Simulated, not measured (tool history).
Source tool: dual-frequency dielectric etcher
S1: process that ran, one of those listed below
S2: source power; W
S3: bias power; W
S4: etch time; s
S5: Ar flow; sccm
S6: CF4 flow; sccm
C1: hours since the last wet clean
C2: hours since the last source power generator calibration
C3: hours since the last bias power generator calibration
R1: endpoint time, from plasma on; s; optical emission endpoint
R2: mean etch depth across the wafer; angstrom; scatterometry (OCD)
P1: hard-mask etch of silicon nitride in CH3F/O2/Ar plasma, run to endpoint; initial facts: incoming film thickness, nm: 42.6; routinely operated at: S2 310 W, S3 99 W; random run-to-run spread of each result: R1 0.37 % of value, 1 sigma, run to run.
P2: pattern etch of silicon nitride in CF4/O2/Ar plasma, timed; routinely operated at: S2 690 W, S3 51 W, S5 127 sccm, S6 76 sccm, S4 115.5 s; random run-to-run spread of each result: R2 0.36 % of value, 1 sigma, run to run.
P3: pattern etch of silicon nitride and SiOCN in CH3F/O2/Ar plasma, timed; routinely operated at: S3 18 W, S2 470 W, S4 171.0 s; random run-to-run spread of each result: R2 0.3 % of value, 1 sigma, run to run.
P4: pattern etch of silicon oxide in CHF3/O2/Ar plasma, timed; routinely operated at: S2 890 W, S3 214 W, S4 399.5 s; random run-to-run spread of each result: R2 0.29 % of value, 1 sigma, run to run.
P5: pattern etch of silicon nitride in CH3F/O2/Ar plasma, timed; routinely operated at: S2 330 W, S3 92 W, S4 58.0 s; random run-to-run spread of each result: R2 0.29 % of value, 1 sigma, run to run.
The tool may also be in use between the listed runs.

run,hour,S1,S2,S3,S4,S5,S6,C1,C2,C3,R1,R2
1,9.6,P1,310,99,,,,211.5,461.5,1405.2,60.659,
2,20.7,P3,640,18,171.0,,,222.6,472.6,1416.3,,243.26
3,28.7,P5,240,92,58.0,,,230.6,480.6,1424.3,,355.23
4,39.7,P2,690,33,115.5,127,76,241.6,491.6,1435.3,,2367.00
5,47.0,P3,470,18,232.5,,,248.9,498.9,1442.6,,295.91
6,61.5,P1,310,99,,,,263.4,513.4,1457.1,60.677,
7,71.0,P3,470,18,171.0,,,272.9,522.9,1466.6,,218.65
8,78.5,P3,470,25,171.0,,,280.4,530.4,1474.1,,250.43
9,89.9,P2,690,51,66.5,127,76,291.8,541.8,1485.5,,1610.70
10,96.7,P3,470,18,171.0,,,298.6,548.6,1492.3,,218.56
11,107.8,P5,330,92,80.5,,,309.7,559.7,1503.4,,557.47
# hour 115.5: wet clean of the chamber
12,119.9,P1,210,132,,,,4.4,571.8,1515.5,62.820,
13,131.6,P5,330,54,58.0,,,16.1,583.5,1527.2,,333.80
14,139.4,P4,890,214,500.0,,,23.9,591.3,1535.0,,12326.00
15,150.7,P2,690,51,115.5,127,76,35.2,602.6,1546.3,,2782.70
16,163.4,P1,310,99,,,,47.9,615.3,1559.0,60.672,
17,173.0,P1,310,99,,,,57.5,624.9,1568.6,60.961,
18,185.1,P5,330,92,58.0,,,69.6,637.0,1580.7,,401.79
19,197.5,P1,240,99,,,,82.0,649.4,1593.1,66.301,
20,206.3,P5,330,92,58.0,,,90.8,658.2,1601.9,,402.19
21,218.0,P1,310,99,,,,102.5,669.9,1613.6,60.510,

Run 22, settings as shown, results not yet in. Your forecast:
22,229.5,P1,310,99,,,,114.0,681.4,1625.1,?,

R1: 60.954 s

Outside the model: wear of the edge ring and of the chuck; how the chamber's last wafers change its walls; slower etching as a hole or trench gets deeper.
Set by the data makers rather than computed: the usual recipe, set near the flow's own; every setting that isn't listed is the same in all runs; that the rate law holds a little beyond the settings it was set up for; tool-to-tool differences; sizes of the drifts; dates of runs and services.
